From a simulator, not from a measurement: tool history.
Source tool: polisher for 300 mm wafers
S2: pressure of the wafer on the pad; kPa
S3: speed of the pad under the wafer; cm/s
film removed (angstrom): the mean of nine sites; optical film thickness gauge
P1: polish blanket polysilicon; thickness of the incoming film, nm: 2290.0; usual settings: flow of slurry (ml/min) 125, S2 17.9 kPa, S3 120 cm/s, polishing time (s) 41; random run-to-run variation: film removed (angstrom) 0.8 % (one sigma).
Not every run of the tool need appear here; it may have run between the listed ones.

Run 1, hour 11.7: flow of slurry (ml/min) 125, S2 17.9 kPa, S3 120 cm/s, polishing time (s) 41. Result: film removed (angstrom) 3408.8.
Run 2, hour 23.4: flow of slurry (ml/min) 190, S2 17.9 kPa, S3 120 cm/s, polishing time (s) 41. Result: film removed (angstrom) 3627.6.
Run 3, hour 38.8: flow of slurry (ml/min) 165, S2 12.4 kPa, S3 120 cm/s, polishing time (s) 41. Result: film removed (angstrom) 2479.
Run 4, hour 47.3: flow of slurry (ml/min) 125, S2 17.9 kPa, S3 120 cm/s, polishing time (s) 19. Result: film removed (angstrom) 1590.4.
Run 5, hour 56.3: flow of slurry (ml/min) 125, S2 24.8 kPa, S3 120 cm/s, polishing time (s) 41. Result: film removed (angstrom) 4713.4.
Run 6, hour 72.8: flow of slurry (ml/min) 125, S2 17.9 kPa, S3 120 cm/s, polishing time (s) 41. Result: film removed (angstrom) 3415.8.
Run 7, hour 88.1: flow of slurry (ml/min) 125, S2 17.9 kPa, S3 190 cm/s, polishing time (s) 41. Result: film removed (angstrom) 5327.5.
Run 8, hour 98: flow of slurry (ml/min) 125, S2 17.9 kPa, S3 120 cm/s, polishing time (s) 41. Result: film removed (angstrom) 3404.
Run 9, hour 106.9: flow of slurry (ml/min) 125, S2 9.7 kPa, S3 120 cm/s, polishing time (s) 41. Result: film removed (angstrom) 1829.7.
Run 10, hour 120.4: flow of slurry (ml/min) 125, S2 17.9 kPa, S3 56 cm/s, polishing time (s) 41. Result: film removed (angstrom) 1579.4.
Run 11, hour 134.8: flow of slurry (ml/min) 75, S2 17.9 kPa, S3 120 cm/s, polishing time (s) 56. Result: film removed (angstrom) 4094.
Run 12, hour 147.4: flow of slurry (ml/min) 75, S2 25.5 kPa, S3 120 cm/s, polishing time (s) 41. Result: film removed (angstrom) 4182.5.
Run 13, hour 161.4: flow of slurry (ml/min) 125, S2 17.9 kPa, S3 120 cm/s, polishing time (s) 41. Result: film removed (angstrom) 3449.5.
Run 14, hour 171.8: flow of slurry (ml/min) 75, S2 17.9 kPa, S3 120 cm/s, polishing time (s) 41. Result: film removed (angstrom) 2983.4.
Run 15, hour 183.8: flow of slurry (ml/min) 125, S2 17.9 kPa, S3 120 cm/s, polishing time (s) 63. Result: film removed (angstrom) 5203.3.
Run 16, hour 196.6: flow of slurry (ml/min) 125, S2 17.9 kPa, S3 120 cm/s, polishing time (s) 41. Result: film removed (angstrom) 3444.5.
Run 17, hour 208.4: flow of slurry (ml/min) 125, S2 17.9 kPa, S3 120 cm/s, polishing time (s) 41. Result: film removed (angstrom) 3335.4.
Run 18, hour 217.8: flow of slurry (ml/min) 125, S2 17.9 kPa, S3 120 cm/s, polishing time (s) 41. Result: film removed (angstrom) 3263.4.
Run 19, hour 227.8: flow of slurry (ml/min) 125, S2 17.9 kPa, S3 120 cm/s, polishing time (s) 41. Result: film removed (angstrom) 3182.5.
Run 20, hour 236: flow of slurry (ml/min) 125, S2 17.9 kPa, S3 120 cm/s, polishing time (s) 41. Result: film removed (angstrom) 3161.7.
Run 21, hour 244.8: flow of slurry (ml/min) 125, S2 17.9 kPa, S3 120 cm/s, polishing time (s) 41. Result: film removed (angstrom) 3103.6.
At hour 260.1: worn pad replaced by a new one.
Run 22, hour 260.1: flow of slurry (ml/min) 125, S2 17.9 kPa, S3 120 cm/s, polishing time (s) 41. Result: film removed (angstrom) 3086.4.
Run 23, hour 273.6: flow of slurry (ml/min) 125, S2 17.9 kPa, S3 120 cm/s, polishing time (s) 41. Result: film removed (angstrom) 3052.4.
Run 24, hour 281.7: flow of slurry (ml/min) 125, S2 17.9 kPa, S3 120 cm/s, polishing time (s) 41. Result: film removed (angstrom) 3064.9.
Run 25, hour 295.5: flow of slurry (ml/min) 125, S2 17.9 kPa, S3 120 cm/s, polishing time (s) 41. Result: film removed (angstrom) 3011.2.
Run 26, hour 308.8: flow of slurry (ml/min) 125, S2 17.9 kPa, S3 120 cm/s, polishing time (s) 41. Result: film removed (angstrom) 3008.2.
Run 27, hour 325.3: flow of slurry (ml/min) 125, S2 17.9 kPa, S3 120 cm/s, polishing time (s) 41. Result: film removed (angstrom) 2981.1.

What P1 gives has crept away from where it was. These 2 causes fit the log equally well, each at the size given:
A: slurry flow missing at the pad, % = 38.6
B: head's pressure below its setpoint, % = 11.7
Creep in the process output first set in at about hour 196.6.
Other possible causes, and why each is ruled out:
removal rate lost through wear of the pad, %: was serviced at hour 260.1, once the creep was under way, yet the earlier output never came back

The list below offers 4 check runs, each averaging the results of 3 wafers, and shows each result as a question mark. For which of them would the listed causes give clearly different results?
Run check 1, hour 341.8: flow of slurry (ml/min) 125, S2 13.8 kPa, S3 120 cm/s, polishing time (s) 41. Result: film removed (angstrom) ?.
Run check 2, hour 341.8: flow of slurry (ml/min) 125, S2 11 kPa, S3 120 cm/s, polishing time (s) 41. Result: film removed (angstrom) ?.
Run check 3, hour 341.8: flow of slurry (ml/min) 125, S2 17.9 kPa, S3 170 cm/s, polishing time (s) 24. Result: film removed (angstrom) ?.
Run check 4, hour 341.8: flow of slurry (ml/min) 190, S2 17.9 kPa, S3 120 cm/s, polishing time (s) 20. Result: film removed (angstrom) ?.

Expected result of each check under each candidate cause:
  check                   result    if A    if B
check 1  film removed (angstrom)  2309.9  2310.4
check 2  film removed (angstrom)    1848  1848.3
check 3  film removed (angstrom)  2490.2  2490.8
check 4  film removed (angstrom)  1635.3  1572.8
Smallest distance between any two causes, each pair judged by its most separating result, in per cent: check 1 0.02 %; check 2 0.02 %; check 3 0.02 %; check 4 3.9 %
The causes can be told apart only by check 4. The other checks would give nearly the same results under each of them.

Check 4 was carried out, with these results: film removed (angstrom) 1639.4. Which of the listed causes is responsible?

The correct cause is A, namely: slurry flow missing at the pad, %.
